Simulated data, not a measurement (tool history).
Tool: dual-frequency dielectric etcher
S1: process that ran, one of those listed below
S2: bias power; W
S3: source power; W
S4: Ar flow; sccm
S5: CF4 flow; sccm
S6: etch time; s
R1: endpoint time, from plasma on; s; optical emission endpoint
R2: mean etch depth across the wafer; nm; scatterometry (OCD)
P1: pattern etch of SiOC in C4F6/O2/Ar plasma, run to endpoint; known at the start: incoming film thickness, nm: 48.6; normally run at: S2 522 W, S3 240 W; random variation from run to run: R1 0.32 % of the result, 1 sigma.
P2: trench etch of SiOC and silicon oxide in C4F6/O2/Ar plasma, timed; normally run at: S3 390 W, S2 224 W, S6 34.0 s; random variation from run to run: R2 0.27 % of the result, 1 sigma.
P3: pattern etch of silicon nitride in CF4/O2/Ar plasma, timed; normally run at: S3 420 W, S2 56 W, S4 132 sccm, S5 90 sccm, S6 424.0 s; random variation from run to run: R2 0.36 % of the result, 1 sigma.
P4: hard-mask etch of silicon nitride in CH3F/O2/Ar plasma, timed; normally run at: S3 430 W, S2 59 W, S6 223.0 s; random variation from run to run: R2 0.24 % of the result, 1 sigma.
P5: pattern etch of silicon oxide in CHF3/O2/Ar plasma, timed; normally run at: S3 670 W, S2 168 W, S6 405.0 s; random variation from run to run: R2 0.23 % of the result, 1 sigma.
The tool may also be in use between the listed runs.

run   hour  S1   S2   S3   S4  S5     S6      R1        R2
  1    4.8  P1  522  240                  18.617
  2   13.8  P1  345  240                  21.690
  3   19.8  P3   56  420  132  90  424.0           695.390
  4   30.4  P2  224  390            47.0            99.702
  5   41.0  P4   59  430           223.0           149.230
  6   51.6  P3   56  420  132  90  424.0           695.200
  7   60.4  P3   56  420  132  63  424.0           664.980
  8   70.8  P5  168  410           405.0           689.820
  9   78.7  P1  522  240                  18.590
 10   88.8  P1  522  240                  18.632
 11   98.9  P2  224  490            34.0            79.113
 12  109.0  P5  168  670           405.0           834.360
 13  116.4  P1  670  190                  18.359
 14  123.2  P4   36  430           223.0           127.930
 15  128.4  P3   56  320  132  90  424.0           550.420
 16  139.1  P1  618  240                  17.491
 17  149.9  P5  200  670           405.0           879.210
 18  155.3  P1  522  310                  16.944
 19  164.8  P2  224  390            34.0            72.744
 20  173.3  P4   59  430           151.0           100.570
     179.3  -- source power generator calibrated
 21  182.0  P1  522  240                  18.723
 22  188.0  P1  522  240                  18.726
 23  193.3  P1  522  240                  18.602
 24  202.4  P3   79  420  132  90  424.0           800.220
 25  208.6  P4   59  590           223.0           168.630
 26  216.8  P3   56  420   98  90  424.0           719.710
 27  222.5  P2  224  390            34.0            72.565
 28  233.3  P2  271  390            34.0            77.323
 29  238.6  P5  168  670           405.0           832.860
 30  246.1  P3   56  420  132  90  284.5           465.370
 31  256.4  P1  522  150                  22.138
 32  265.0  P5  168  670           564.0          1157.300
 33  275.9  P1  522  240                  18.634
 34  285.9  P1  522  240                  18.833
 35  291.9  P1  522  240                  18.779
     296.0  -- wet clean of the chamber
 36  297.3  P1  522  240                  18.961
 37  303.1  P1  522  240                  18.903
 38  311.7  P1  522  240                  18.974
 39  319.6  P1  522  240                  18.875

What P1 gives has crept away from where it was. These 2 causes fit the log equally well, each at the size given:
A: bias power that arrives under what is set, % = 4.08
B: source power that arrives under what is set, % = 4.28
The creep began at about hour 275.9.
Why every other cause is out:
chamber walls in a state that lowers the etch rate, %: serviced at hour 296.0, which brought nothing back

4 check runs are offered, each on 2 wafers whose results are averaged, their results left as question marks. Which one tells the causes apart?
check 1  327.5  P4   59  430           223.0       ?
check 2  327.5  P3   56  420  132  90  424.0       ?
check 3  327.5  P5  168  670           405.0       ?
check 4  327.5  P2  224  390            34.0       ?

What each check would give under each cause:
  check  result     if A     if B
check 1      R2  147.030  146.530
check 2      R2  682.780  668.720
check 3      R2  820.850  818.230
check 4      R2   71.455   71.238
How far apart the two closest causes lie, in the result that separates them most: check 1 0.34 %; check 2 2.08 %; check 3 0.32 %; check 4 0.3 %
Only check 2 tells the causes apart: in the others they would give nearly the same result.

Then check 2 was run and gave: R2 682.990 nm. Which cause is it?

It is A: bias power that arrives under what is set, %.
